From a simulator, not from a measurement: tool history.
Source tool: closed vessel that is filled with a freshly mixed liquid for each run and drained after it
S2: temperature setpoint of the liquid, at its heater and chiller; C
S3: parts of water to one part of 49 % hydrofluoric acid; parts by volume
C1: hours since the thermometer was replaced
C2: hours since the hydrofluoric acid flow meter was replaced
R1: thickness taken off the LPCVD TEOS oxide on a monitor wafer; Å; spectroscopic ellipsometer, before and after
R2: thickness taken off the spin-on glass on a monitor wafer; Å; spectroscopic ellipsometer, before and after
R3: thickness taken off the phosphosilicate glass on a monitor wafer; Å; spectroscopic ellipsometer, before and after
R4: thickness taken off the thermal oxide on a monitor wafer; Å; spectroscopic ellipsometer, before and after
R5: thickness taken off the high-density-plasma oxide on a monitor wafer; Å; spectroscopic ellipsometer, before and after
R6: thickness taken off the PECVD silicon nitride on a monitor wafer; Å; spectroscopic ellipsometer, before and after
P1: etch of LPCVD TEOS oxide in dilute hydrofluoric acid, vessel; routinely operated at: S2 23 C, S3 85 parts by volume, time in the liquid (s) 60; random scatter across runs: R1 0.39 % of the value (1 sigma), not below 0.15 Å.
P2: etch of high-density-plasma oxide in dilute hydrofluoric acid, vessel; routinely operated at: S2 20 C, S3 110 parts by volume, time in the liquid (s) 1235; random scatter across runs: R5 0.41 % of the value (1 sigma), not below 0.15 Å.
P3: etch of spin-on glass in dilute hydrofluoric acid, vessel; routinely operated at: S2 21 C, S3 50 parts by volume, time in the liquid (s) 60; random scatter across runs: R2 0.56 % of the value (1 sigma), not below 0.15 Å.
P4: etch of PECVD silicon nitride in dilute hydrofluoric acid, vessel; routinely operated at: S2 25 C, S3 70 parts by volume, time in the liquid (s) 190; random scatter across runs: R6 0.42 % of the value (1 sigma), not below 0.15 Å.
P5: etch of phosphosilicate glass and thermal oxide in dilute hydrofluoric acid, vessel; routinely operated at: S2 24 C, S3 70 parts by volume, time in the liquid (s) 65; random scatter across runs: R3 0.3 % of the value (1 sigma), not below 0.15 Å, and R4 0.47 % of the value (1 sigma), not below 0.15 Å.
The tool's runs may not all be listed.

Run 1, hour 5.8: process that ran P1, S2 23 C, S3 85 parts by volume, time in the liquid (s) 60; C1 1024.9; C2 491.1. Result: R1 381.91 Å.
Run 2, hour 13.9: process that ran P3, S2 21 C, S3 50 parts by volume, time in the liquid (s) 60; C1 1033; C2 499.2. Result: R2 470.97 Å.
Run 3, hour 18.5: process that ran P1, S2 28 C, S3 85 parts by volume, time in the liquid (s) 60; C1 1037.6; C2 503.8. Result: R1 467.89 Å.
Run 4, hour 27.5: process that ran P5, S2 24 C, S3 120 parts by volume, time in the liquid (s) 65; C1 1046.6; C2 512.8. Result: R3 317.58 Å, R4 26.229 Å.
Run 5, hour 35.7: process that ran P3, S2 21 C, S3 50 parts by volume, time in the liquid (s) 30; C1 1054.8; C2 521. Result: R2 235.4 Å.
Run 6, hour 40.3: process that ran P2, S2 20 C, S3 55 parts by volume, time in the liquid (s) 1235; C1 1059.4; C2 525.6. Result: R5 1041.4 Å.
Run 7, hour 49.2: process that ran P1, S2 23 C, S3 85 parts by volume, time in the liquid (s) 60; C1 1068.3; C2 534.5. Result: R1 383.7 Å.
At hour 54.7: hydrofluoric acid flow meter replaced.
Run 8, hour 55.7: process that ran P1, S2 23 C, S3 85 parts by volume, time in the liquid (s) 60; C1 1074.8; C2 1. Result: R1 385.08 Å.
Run 9, hour 63.9: process that ran P3, S2 21 C, S3 50 parts by volume, time in the liquid (s) 60; C1 1083; C2 9.2. Result: R2 468.22 Å.
Run 10, hour 72.6: process that ran P1, S2 23 C, S3 120 parts by volume, time in the liquid (s) 60; C1 1091.7; C2 17.9. Result: R1 260.17 Å.
Run 11, hour 79.9: process that ran P2, S2 20 C, S3 110 parts by volume, time in the liquid (s) 410; C1 1099; C2 25.2. Result: R5 161.12 Å.
Run 12, hour 88.1: process that ran P3, S2 21 C, S3 25 parts by volume, time in the liquid (s) 60; C1 1107.2; C2 33.4. Result: R2 969.4 Å.
Run 13, hour 95.5: process that ran P1, S2 23 C, S3 85 parts by volume, time in the liquid (s) 100; C1 1114.6; C2 40.8. Result: R1 638.24 Å.
Run 14, hour 102.6: process that ran P5, S2 24 C, S3 70 parts by volume, time in the liquid (s) 65; C1 1121.7; C2 47.9. Result: R3 576.57 Å, R4 48.153 Å.
Run 15, hour 107.5: process that ran P1, S2 23 C, S3 25 parts by volume, time in the liquid (s) 60; C1 1126.6; C2 52.8. Result: R1 1410.6 Å.
Run 16, hour 115.6: process that ran P5, S2 19.5 C, S3 70 parts by volume, time in the liquid (s) 65; C1 1134.7; C2 60.9. Result: R3 477.56 Å, R4 39.896 Å.
Run 17, hour 125.5: process that ran P2, S2 27 C, S3 110 parts by volume, time in the liquid (s) 1235; C1 1144.6; C2 70.8. Result: R5 642.14 Å.
Run 18, hour 134.9: process that ran P1, S2 23 C, S3 85 parts by volume, time in the liquid (s) 60; C1 1154; C2 80.2. Result: R1 383.42 Å.
Run 19, hour 143.7: process that ran P4, S2 25 C, S3 70 parts by volume, time in the liquid (s) 190; C1 1162.8; C2 89. Result: R6 57.462 Å.
Run 20, hour 151.9: process that ran P2, S2 20 C, S3 110 parts by volume, time in the liquid (s) 1235; C1 1171; C2 97.2. Result: R5 482.34 Å.
Run 21, hour 160.4: process that ran P1, S2 23 C, S3 85 parts by volume, time in the liquid (s) 60; C1 1179.5; C2 105.7. Result: R1 382.6 Å.
Run 22, hour 165.3: process that ran P1, S2 23 C, S3 85 parts by volume, time in the liquid (s) 30; C1 1184.4; C2 110.6. Result: R1 192.42 Å.
Run 23, hour 171.6: process that ran P4, S2 33 C, S3 70 parts by volume, time in the liquid (s) 190; C1 1190.7; C2 116.9. Result: R6 96.254 Å.
Run 24, hour 180.7: process that ran P1, S2 19 C, S3 85 parts by volume, time in the liquid (s) 60; C1 1199.8; C2 126. Result: R1 326.32 Å.
Run 25, hour 188.6: process that ran P4, S2 25 C, S3 40 parts by volume, time in the liquid (s) 190; C1 1207.7; C2 133.9. Result: R6 99.941 Å.
Run 26, hour 197.8: process that ran P3, S2 28 C, S3 50 parts by volume, time in the liquid (s) 60; C1 1216.9; C2 143.1. Result: R2 623 Å.
Run 27, hour 202.3: process that ran P5, S2 24 C, S3 70 parts by volume, time in the liquid (s) 30; C1 1221.4; C2 147.6. Result: R3 265.92 Å, R4 22.127 Å.
Run 28, hour 209: process that ran P1, S2 23 C, S3 120 parts by volume, time in the liquid (s) 110; C1 1228.1; C2 154.3. Result: R1 481.09 Å.
Run 29, hour 214.9: process that ran P4, S2 25 C, S3 70 parts by volume, time in the liquid (s) 85; C1 1234; C2 160.2. Result: R6 25.558 Å.
Run 30, hour 223.6: process that ran P5, S2 24 C, S3 70 parts by volume, time in the liquid (s) 65; C1 1242.7; C2 168.9. Result: R3 574.69 Å, R4 47.434 Å.
Run 31, hour 228.9: process that ran P1, S2 23 C, S3 85 parts by volume, time in the liquid (s) 60; C1 1248; C2 174.2. Result: R1 386.26 Å.
Run 32, hour 235.7: process that ran P1, S2 23 C, S3 85 parts by volume, time in the liquid (s) 60; C1 1254.8; C2 181. Result: R1 368.55 Å.
Run 33, hour 243: process that ran P1, S2 23 C, S3 85 parts by volume, time in the liquid (s) 60; C1 1262.1; C2 188.3. Result: R1 359.06 Å.
Run 34, hour 251.6: process that ran P1, S2 23 C, S3 85 parts by volume, time in the liquid (s) 60; C1 1270.7; C2 196.9. Result: R1 352.85 Å.
Run 35, hour 260.6: process that ran P1, S2 23 C, S3 85 parts by volume, time in the liquid (s) 60; C1 1279.7; C2 205.9. Result: R1 349.16 Å.
Run 36, hour 267.1: process that ran P1, S2 23 C, S3 85 parts by volume, time in the liquid (s) 60; C1 1286.2; C2 212.4. Result: R1 351.69 Å.
Run 37, hour 276.6: process that ran P1, S2 23 C, S3 85 parts by volume, time in the liquid (s) 60; C1 1295.7; C2 221.9. Result: R1 352.43 Å.

What P1 gives has crept off from where it sat before. The 2 causes that follow fit the log equally well, each at the size noted:
A: hydrofluoric acid flow below the setpoint (%) = 7.88
B: liquid colder than its thermometer reads (K) = 2.24
The drift started at roughly hour 228.9.

Listed below are the offered check runs, one wafer per run, with question marks in place of results. For which of them would the causes give clearly different outcomes?
Run check 1, hour 286.1: process that ran P2, S2 20 C, S3 110 parts by volume, time in the liquid (s) 1235. Result: R5 ?.
Run check 2, hour 286.1: process that ran P3, S2 21 C, S3 50 parts by volume, time in the liquid (s) 60. Result: R2 ?.
Run check 3, hour 286.1: process that ran P5, S2 24 C, S3 70 parts by volume, time in the liquid (s) 65. Result: R3 ?, R4 ?.
Run check 4, hour 286.1: process that ran P4, S2 25 C, S3 70 parts by volume, time in the liquid (s) 190. Result: R6 ?.

Outcome of each check run for each possible cause:
  check  result    if A    if B
check 1      R5  442.26  442.26
check 2      R2  432.03  428.65
check 3      R3  525.92  524.96
check 3      R4  43.904  43.824
check 4      R6  53.211  49.674
Smallest distance between any two causes, each pair judged by its most separating result, in per cent: check 1 0 %; check 2 0.78 %; check 3 0.18 %; check 4 6.88 %
Check 4 distinguishes between the causes, while the remaining checks would return nearly the same result for all of them.

Check 4 has now been run. It gave: R6 49.599 Å. Which of the candidate causes is it?

Of the candidate causes, it is B: liquid colder than its thermometer reads (K).
